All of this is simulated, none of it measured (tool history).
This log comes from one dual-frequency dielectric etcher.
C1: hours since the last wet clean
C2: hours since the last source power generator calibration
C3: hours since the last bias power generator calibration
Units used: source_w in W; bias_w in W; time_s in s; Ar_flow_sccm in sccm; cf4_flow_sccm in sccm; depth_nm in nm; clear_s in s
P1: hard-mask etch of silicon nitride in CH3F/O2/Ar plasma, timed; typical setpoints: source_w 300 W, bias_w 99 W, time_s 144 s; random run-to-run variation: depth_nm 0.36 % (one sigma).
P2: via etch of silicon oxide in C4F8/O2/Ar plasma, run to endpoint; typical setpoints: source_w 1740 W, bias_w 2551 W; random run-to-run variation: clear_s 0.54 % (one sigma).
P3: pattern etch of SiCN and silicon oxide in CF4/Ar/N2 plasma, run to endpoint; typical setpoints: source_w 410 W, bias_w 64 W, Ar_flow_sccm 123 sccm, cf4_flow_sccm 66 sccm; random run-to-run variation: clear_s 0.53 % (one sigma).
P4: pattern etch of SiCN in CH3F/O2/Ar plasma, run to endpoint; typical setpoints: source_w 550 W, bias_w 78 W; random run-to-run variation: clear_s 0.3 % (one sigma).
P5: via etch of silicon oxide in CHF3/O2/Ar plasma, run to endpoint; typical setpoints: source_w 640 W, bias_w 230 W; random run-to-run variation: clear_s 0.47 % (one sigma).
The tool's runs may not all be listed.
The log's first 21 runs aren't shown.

Run 22, hour 288.5: process P1, source_w 300 W, bias_w 99 W, time_s 144 s; C1 499.1; C2 1484.8; C3 1894.5. Result: depth_nm 101.96 nm.
Run 23, hour 299.6: process P4, source_w 550 W, bias_w 108 W; C1 510.2; C2 1495.9; C3 1905.6. Result: clear_s 14.363 s.
Run 24, hour 307.6: process P1, source_w 210 W, bias_w 99 W, time_s 144 s; C1 518.2; C2 1503.9; C3 1913.6. Result: depth_nm 89.484 nm.
Run 25, hour 321.8: process P3, source_w 410 W, bias_w 64 W, Ar_flow_sccm 123 sccm, cf4_flow_sccm 66 sccm; C1 532.4; C2 1518.1; C3 1927.8. Result: clear_s 21.931 s.
Run 26, hour 337.8: process P1, source_w 190 W, bias_w 63 W, time_s 144 s; C1 548.4; C2 1534.1; C3 1943.8. Result: depth_nm 73.495 nm.
Run 27, hour 348.6: process P2, source_w 1740 W, bias_w 1914 W; C1 559.2; C2 1544.9; C3 1954.6. Result: clear_s 228.08 s.
Run 28, hour 364.2: process P3, source_w 410 W, bias_w 64 W, Ar_flow_sccm 96 sccm, cf4_flow_sccm 66 sccm; C1 574.8; C2 1560.5; C3 1970.2. Result: clear_s 21.028 s.
Run 29, hour 380.7: process P1, source_w 300 W, bias_w 99 W, time_s 144 s; C1 591.3; C2 1577; C3 1986.7. Result: depth_nm 102.61 nm.
Run 30, hour 396.9: process P1, source_w 300 W, bias_w 99 W, time_s 144 s; C1 607.5; C2 1593.2; C3 2002.9. Result: depth_nm 101.73 nm.

Run 31 has not been measured yet. What should we expect?
Run 31, hour 406.4: process P1, source_w 300 W, bias_w 99 W, time_s 144 s; C1 617; C2 1602.7; C3 2012.4. Result: depth_nm ?.

{"run 31": {"depth_nm": 101.01}}

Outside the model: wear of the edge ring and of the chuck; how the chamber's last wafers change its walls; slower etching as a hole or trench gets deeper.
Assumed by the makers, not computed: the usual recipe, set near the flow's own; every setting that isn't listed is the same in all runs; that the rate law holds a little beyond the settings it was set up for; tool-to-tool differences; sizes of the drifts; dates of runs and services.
